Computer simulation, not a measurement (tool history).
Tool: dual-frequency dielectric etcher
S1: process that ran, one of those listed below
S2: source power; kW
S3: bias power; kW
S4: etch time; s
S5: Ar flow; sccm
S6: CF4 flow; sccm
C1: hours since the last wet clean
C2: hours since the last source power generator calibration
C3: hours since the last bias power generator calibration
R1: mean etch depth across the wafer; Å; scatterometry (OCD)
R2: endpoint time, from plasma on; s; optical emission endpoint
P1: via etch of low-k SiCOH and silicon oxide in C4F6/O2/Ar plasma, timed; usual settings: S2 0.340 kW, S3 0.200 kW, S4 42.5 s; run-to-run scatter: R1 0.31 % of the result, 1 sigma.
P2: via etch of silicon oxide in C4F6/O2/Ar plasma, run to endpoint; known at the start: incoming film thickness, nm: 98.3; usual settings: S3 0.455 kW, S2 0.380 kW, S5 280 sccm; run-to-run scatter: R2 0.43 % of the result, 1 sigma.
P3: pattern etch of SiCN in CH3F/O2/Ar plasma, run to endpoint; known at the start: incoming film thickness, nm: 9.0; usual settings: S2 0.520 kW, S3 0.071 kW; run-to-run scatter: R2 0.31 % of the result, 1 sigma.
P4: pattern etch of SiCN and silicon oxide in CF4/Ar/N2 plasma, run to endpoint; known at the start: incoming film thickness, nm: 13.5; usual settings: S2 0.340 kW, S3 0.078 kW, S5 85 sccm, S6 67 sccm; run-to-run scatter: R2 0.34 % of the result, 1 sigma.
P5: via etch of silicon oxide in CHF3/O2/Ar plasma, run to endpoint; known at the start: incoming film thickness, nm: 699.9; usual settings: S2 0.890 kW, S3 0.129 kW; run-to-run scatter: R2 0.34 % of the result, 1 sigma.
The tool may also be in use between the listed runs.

run 1 hour=13.5 | S1=P1 S2=0.340 S3=0.200 S4=42.5 | C1=218.6 C2=518.7 C3=287.8 | R1=1051.40
run 2 hour=29.4 | S1=P1 S2=0.340 S3=0.200 S4=28.5 | C1=234.5 C2=534.6 C3=303.7 | R1=701.94
run 3 hour=47.3 | S1=P5 S2=0.890 S3=0.177 | C1=252.4 C2=552.5 C3=321.6 | R2=299.100
run 4 hour=58.8 | S1=P2 S2=0.380 S3=0.455 S5=280 | C1=263.9 C2=564.0 C3=333.1 | R2=22.568
run 5 hour=72.0 | S1=P1 S2=0.340 S3=0.200 S4=42.5 | C1=277.1 C2=577.2 C3=346.3 | R1=1045.50
run 6 hour=83.6 | S1=P4 S2=0.340 S3=0.078 S5=85 S6=40 | C1=288.7 C2=588.8 C3=357.9 | R2=20.774
run 7 hour=94.2 | S1=P1 S2=0.340 S3=0.200 S4=42.5 | C1=299.3 C2=599.4 C3=368.5 | R1=1046.80
run 8 hour=109.6 | S1=P1 S2=0.340 S3=0.200 S4=58.5 | C1=314.7 C2=614.8 C3=383.9 | R1=1443.50
run 9 hour=120.2 | S1=P5 S2=0.890 S3=0.129 | C1=325.3 C2=625.4 C3=394.5 | R2=328.650
run 10 hour=128.4 | S1=P1 S2=0.280 S3=0.200 S4=42.5 | C1=333.5 C2=633.6 C3=402.7 | R1=975.15
run 11 hour=140.1 | S1=P3 S2=0.310 S3=0.071 | C1=345.2 C2=645.3 C3=414.4 | R2=26.572
run 12 hour=155.7 | S1=P1 S2=0.340 S3=0.159 S4=42.5 | C1=360.8 C2=660.9 C3=430.0 | R1=972.87
run 13 hour=167.7 | S1=P1 S2=0.410 S3=0.255 S4=42.5 | C1=372.8 C2=672.9 C3=442.0 | R1=1211.00
run 14 hour=181.0 | S1=P3 S2=0.520 S3=0.071 | C1=386.1 C2=686.2 C3=455.3 | R2=21.814
run 15 hour=191.2 | S1=P5 S2=1.240 S3=0.129 | C1=396.3 C2=696.4 C3=465.5 | R2=289.270
run 16 hour=208.4 | S1=P1 S2=0.340 S3=0.200 S4=42.5 | C1=413.5 C2=713.6 C3=482.7 | R1=1043.40
run 17 hour=221.7 | S1=P1 S2=0.340 S3=0.200 S4=42.5 | C1=426.8 C2=726.9 C3=496.0 | R1=1042.80
run 18 hour=234.2 | S1=P1 S2=0.340 S3=0.263 S4=42.5 | C1=439.3 C2=739.4 C3=508.5 | R1=1152.30
-- hour=237.4 wet clean of the chamber
run 19 hour=243.1 | S1=P1 S2=0.410 S3=0.200 S4=42.5 | C1=5.7 C2=748.3 C3=517.4 | R1=1118.50
run 20 hour=254.4 | S1=P2 S2=0.380 S3=0.455 S5=168 | C1=17.0 C2=759.6 C3=528.7 | R2=21.141
run 21 hour=269.8 | S1=P2 S2=0.220 S3=0.455 S5=280 | C1=32.4 C2=775.0 C3=544.1 | R2=27.272
run 22 hour=284.3 | S1=P4 S2=0.340 S3=0.078 S5=50 S6=67 | C1=46.9 C2=789.5 C3=558.6 | R2=18.089
run 23 hour=297.1 | S1=P1 S2=0.340 S3=0.200 S4=42.5 | C1=59.7 C2=802.3 C3=571.4 | R1=1039.50
run 24 hour=307.4 | S1=P4 S2=0.340 S3=0.045 S5=85 S6=67 | C1=70.0 C2=812.6 C3=581.7 | R2=22.924
run 25 hour=315.3 | S1=P3 S2=0.520 S3=0.094 | C1=77.9 C2=820.5 C3=589.6 | R2=19.714
run 26 hour=332.5 | S1=P4 S2=0.340 S3=0.078 S5=85 S6=67 | C1=95.1 C2=837.7 C3=606.8 | R2=19.296
run 27 hour=350.6 | S1=P4 S2=0.420 S3=0.078 S5=85 S6=67 | C1=113.2 C2=855.8 C3=624.9 | R2=15.877
run 28 hour=360.6 | S1=P1 S2=0.340 S3=0.200 S4=42.5 | C1=123.2 C2=865.8 C3=634.9 | R1=1046.90
run 29 hour=376.9 | S1=P2 S2=0.380 S3=0.455 S5=280 | C1=139.5 C2=882.1 C3=651.2 | R2=22.523
run 30 hour=385.8 | S1=P1 S2=0.420 S3=0.200 S4=33.5 | C1=148.4 C2=891.0 C3=660.1 | R1=893.95
run 31 hour=400.7 | S1=P2 S2=0.380 S3=0.633 S5=280 | C1=163.3 C2=905.9 C3=675.0 | R2=19.790
run 32 hour=417.3 | S1=P5 S2=0.890 S3=0.129 | C1=179.9 C2=922.5 C3=691.6 | R2=332.080
run 33 hour=427.9 | S1=P1 S2=0.340 S3=0.200 S4=42.5 | C1=190.5 C2=933.1 C3=702.2 | R1=1046.40
run 34 hour=438.3 | S1=P1 S2=0.340 S3=0.200 S4=42.5 | C1=200.9 C2=943.5 C3=712.6 | R1=1040.50
run 35 hour=452.5 | S1=P1 S2=0.340 S3=0.200 S4=42.5 | C1=215.1 C2=957.7 C3=726.8 | R1=1036.00
run 36 hour=462.2 | S1=P1 S2=0.340 S3=0.200 S4=42.5 | C1=224.8 C2=967.4 C3=736.5 | R1=1034.40
run 37 hour=471.1 | S1=P1 S2=0.340 S3=0.200 S4=42.5 | C1=233.7 C2=976.3 C3=745.4 | R1=1033.40

The next listed run, before its measurement:
-- hour=474.2 wet clean of the chamber
run 38 hour=486.9 | S1=P1 S2=0.340 S3=0.200 S4=42.5 | C1=12.7 C2=992.1 C3=761.2 | R1=?

Run 38 gave R1 1031.90 Å.

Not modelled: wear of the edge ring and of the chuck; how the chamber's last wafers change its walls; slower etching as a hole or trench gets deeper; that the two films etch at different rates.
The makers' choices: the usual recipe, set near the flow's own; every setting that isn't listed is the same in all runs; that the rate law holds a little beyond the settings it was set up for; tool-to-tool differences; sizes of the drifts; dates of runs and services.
